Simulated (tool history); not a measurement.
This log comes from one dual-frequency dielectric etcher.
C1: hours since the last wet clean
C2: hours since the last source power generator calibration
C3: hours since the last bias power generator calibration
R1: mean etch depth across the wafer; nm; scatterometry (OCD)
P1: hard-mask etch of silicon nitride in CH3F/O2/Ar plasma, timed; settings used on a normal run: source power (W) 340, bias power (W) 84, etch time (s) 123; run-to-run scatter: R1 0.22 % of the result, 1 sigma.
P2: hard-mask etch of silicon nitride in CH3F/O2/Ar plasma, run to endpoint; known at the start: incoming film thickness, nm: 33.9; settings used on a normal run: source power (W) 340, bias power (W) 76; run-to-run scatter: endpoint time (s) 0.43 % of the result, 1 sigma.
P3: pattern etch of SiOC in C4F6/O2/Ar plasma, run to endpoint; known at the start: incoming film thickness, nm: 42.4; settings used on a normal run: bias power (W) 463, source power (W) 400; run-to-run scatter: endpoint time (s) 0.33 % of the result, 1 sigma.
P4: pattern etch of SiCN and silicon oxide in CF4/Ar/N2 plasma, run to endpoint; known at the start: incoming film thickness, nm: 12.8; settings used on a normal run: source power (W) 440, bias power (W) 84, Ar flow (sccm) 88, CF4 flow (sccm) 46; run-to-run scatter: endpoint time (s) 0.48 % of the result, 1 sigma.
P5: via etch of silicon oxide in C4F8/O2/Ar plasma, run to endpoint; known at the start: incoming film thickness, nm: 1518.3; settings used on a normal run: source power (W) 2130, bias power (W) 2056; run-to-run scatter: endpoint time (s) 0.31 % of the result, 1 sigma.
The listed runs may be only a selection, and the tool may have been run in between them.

Run 1, hour 5.3: process that ran P1, source power (W) 340, bias power (W) 84, etch time (s) 123; C1 104.8; C2 352.6; C3 1271.6. Result: R1 83.863 nm.
Run 2, hour 11.3: process that ran P1, source power (W) 420, bias power (W) 84, etch time (s) 123; C1 110.8; C2 358.6; C3 1277.6. Result: R1 90.256 nm.
Run 3, hour 16.4: process that ran P4, source power (W) 440, bias power (W) 105, Ar flow (sccm) 88, CF4 flow (sccm) 46; C1 115.9; C2 363.7; C3 1282.7. Result: endpoint time (s) 14.086.
Run 4, hour 21: process that ran P1, source power (W) 340, bias power (W) 84, etch time (s) 123; C1 120.5; C2 368.3; C3 1287.3. Result: R1 83.902 nm.
Run 5, hour 27.3: process that ran P1, source power (W) 340, bias power (W) 84, etch time (s) 71; C1 126.8; C2 374.6; C3 1293.6. Result: R1 48.355 nm.
Run 6, hour 31.8: process that ran P2, source power (W) 340, bias power (W) 76; C1 131.3; C2 379.1; C3 1298.1. Result: endpoint time (s) 50.604.
Run 7, hour 36.3: process that ran P1, source power (W) 340, bias power (W) 84, etch time (s) 123; C1 135.8; C2 383.6; C3 1302.6. Result: R1 83.806 nm.
Run 8, hour 41.8: process that ran P4, source power (W) 520, bias power (W) 84, Ar flow (sccm) 88, CF4 flow (sccm) 46; C1 141.3; C2 389.1; C3 1308.1. Result: endpoint time (s) 13.151.
Run 9, hour 48.2: process that ran P1, source power (W) 240, bias power (W) 84, etch time (s) 123; C1 147.7; C2 395.5; C3 1314.5. Result: R1 73.602 nm.
Run 10, hour 52: process that ran P1, source power (W) 340, bias power (W) 84, etch time (s) 123; C1 151.5; C2 399.3; C3 1318.3. Result: R1 83.271 nm.
Run 11, hour 56.8: process that ran P5, source power (W) 2130, bias power (W) 2710; C1 156.3; C2 404.1; C3 1323.1. Result: endpoint time (s) 278.91.
Run 12, hour 61.5: process that ran P4, source power (W) 440, bias power (W) 84, Ar flow (sccm) 88, CF4 flow (sccm) 58; C1 161; C2 408.8; C3 1327.8. Result: endpoint time (s) 14.724.
Run 13, hour 65.7: process that ran P4, source power (W) 440, bias power (W) 84, Ar flow (sccm) 116, CF4 flow (sccm) 46; C1 165.2; C2 413; C3 1332. Result: endpoint time (s) 15.783.
Run 14, hour 71.5: process that ran P5, source power (W) 2130, bias power (W) 2056; C1 171; C2 418.8; C3 1337.8. Result: endpoint time (s) 301.03.
Run 15, hour 75.1: process that ran P1, source power (W) 340, bias power (W) 84, etch time (s) 171; C1 174.6; C2 422.4; C3 1341.4. Result: R1 115.91 nm.
Run 16, hour 78.5: process that ran P3, source power (W) 400, bias power (W) 463; C1 178; C2 425.8; C3 1344.8. Result: endpoint time (s) 14.534.
Run 17, hour 82.9: process that ran P4, source power (W) 440, bias power (W) 84, Ar flow (sccm) 88, CF4 flow (sccm) 46; C1 182.4; C2 430.2; C3 1349.2. Result: endpoint time (s) 15.252.
Run 18, hour 89.3: process that ran P1, source power (W) 340, bias power (W) 84, etch time (s) 123; C1 188.8; C2 436.6; C3 1355.6. Result: R1 83.674 nm.
Run 19, hour 95.3: process that ran P1, source power (W) 340, bias power (W) 113, etch time (s) 123; C1 194.8; C2 442.6; C3 1361.6. Result: R1 93.58 nm.
Run 20, hour 98.5: process that ran P1, source power (W) 340, bias power (W) 84, etch time (s) 123; C1 198; C2 445.8; C3 1364.8. Result: R1 83.779 nm.
Run 21, hour 104.3: process that ran P5, source power (W) 2130, bias power (W) 2056; C1 203.8; C2 451.6; C3 1370.6. Result: endpoint time (s) 299.94.
Run 22, hour 110.5: process that ran P2, source power (W) 340, bias power (W) 76; C1 210; C2 457.8; C3 1376.8. Result: endpoint time (s) 50.69.
Run 23, hour 116.5: process that ran P3, source power (W) 400, bias power (W) 604; C1 216; C2 463.8; C3 1382.8. Result: endpoint time (s) 13.153.
Run 24, hour 121.5: process that ran P5, source power (W) 1330, bias power (W) 2056; C1 221; C2 468.8; C3 1387.8. Result: endpoint time (s) 362.62.
Run 25, hour 126.9: process that ran P1, source power (W) 340, bias power (W) 61, etch time (s) 98; C1 226.4; C2 474.2; C3 1393.2. Result: R1 59.651 nm.
At hour 130.7: source power generator calibrated.
Run 26, hour 131.1: process that ran P3, source power (W) 510, bias power (W) 463; C1 230.6; C2 0.4; C3 1397.4. Result: endpoint time (s) 13.36.
Run 27, hour 136.2: process that ran P2, source power (W) 340, bias power (W) 104; C1 235.7; C2 5.5; C3 1402.5. Result: endpoint time (s) 45.206.
Run 28, hour 139.6: process that ran P1, source power (W) 340, bias power (W) 66, etch time (s) 123; C1 239.1; C2 8.9; C3 1405.9. Result: R1 76.962 nm.
Run 29, hour 142.6: process that ran P2, source power (W) 410, bias power (W) 76; C1 242.1; C2 11.9; C3 1408.9. Result: endpoint time (s) 47.09.
Run 30, hour 147.6: process that ran P4, source power (W) 440, bias power (W) 84, Ar flow (sccm) 88, CF4 flow (sccm) 46; C1 247.1; C2 16.9; C3 1413.9. Result: endpoint time (s) 15.356.
Run 31, hour 150.8: process that ran P1, source power (W) 340, bias power (W) 84, etch time (s) 123; C1 250.3; C2 20.1; C3 1417.1. Result: R1 83.55 nm.
Run 32, hour 154.1: process that ran P1, source power (W) 340, bias power (W) 84, etch time (s) 123; C1 253.6; C2 23.4; C3 1420.4. Result: R1 83.285 nm.
Run 33, hour 158: process that ran P1, source power (W) 340, bias power (W) 84, etch time (s) 123; C1 257.5; C2 27.3; C3 1424.3. Result: R1 82.983 nm.
Run 34, hour 161.1: process that ran P1, source power (W) 340, bias power (W) 84, etch time (s) 123; C1 260.6; C2 30.4; C3 1427.4. Result: R1 82.755 nm.
Run 35, hour 165.4: process that ran P1, source power (W) 340, bias power (W) 84, etch time (s) 123; C1 264.9; C2 34.7; C3 1431.7. Result: R1 82.755 nm.
Run 36, hour 171.8: process that ran P1, source power (W) 340, bias power (W) 84, etch time (s) 123; C1 271.3; C2 41.1; C3 1438.1. Result: R1 82.456 nm.
Run 37, hour 175.3: process that ran P1, source power (W) 340, bias power (W) 84, etch time (s) 123; C1 274.8; C2 44.6; C3 1441.6. Result: R1 82.432 nm.
At hour 180.5: wet clean of the chamber.
Run 38, hour 181.7: process that ran P1, source power (W) 340, bias power (W) 84, etch time (s) 123; C1 1.3; C2 51; C3 1448. Result: R1 82.541 nm.
Run 39, hour 185.1: process that ran P1, source power (W) 340, bias power (W) 84, etch time (s) 123; C1 4.7; C2 54.4; C3 1451.4. Result: R1 82.42 nm.
Run 40, hour 191.3: process that ran P1, source power (W) 340, bias power (W) 84, etch time (s) 123; C1 10.9; C2 60.6; C3 1457.6. Result: R1 82.231 nm.
Run 41, hour 195.3: process that ran P1, source power (W) 340, bias power (W) 84, etch time (s) 123; C1 14.9; C2 64.6; C3 1461.6. Result: R1 82.471 nm.

Expected results for the next run?
Run 42, hour 198.3: process that ran P1, source power (W) 340, bias power (W) 84, etch time (s) 123; C1 17.9; C2 67.6; C3 1464.6. Result: R1 ?.

R1: 82.432 nm
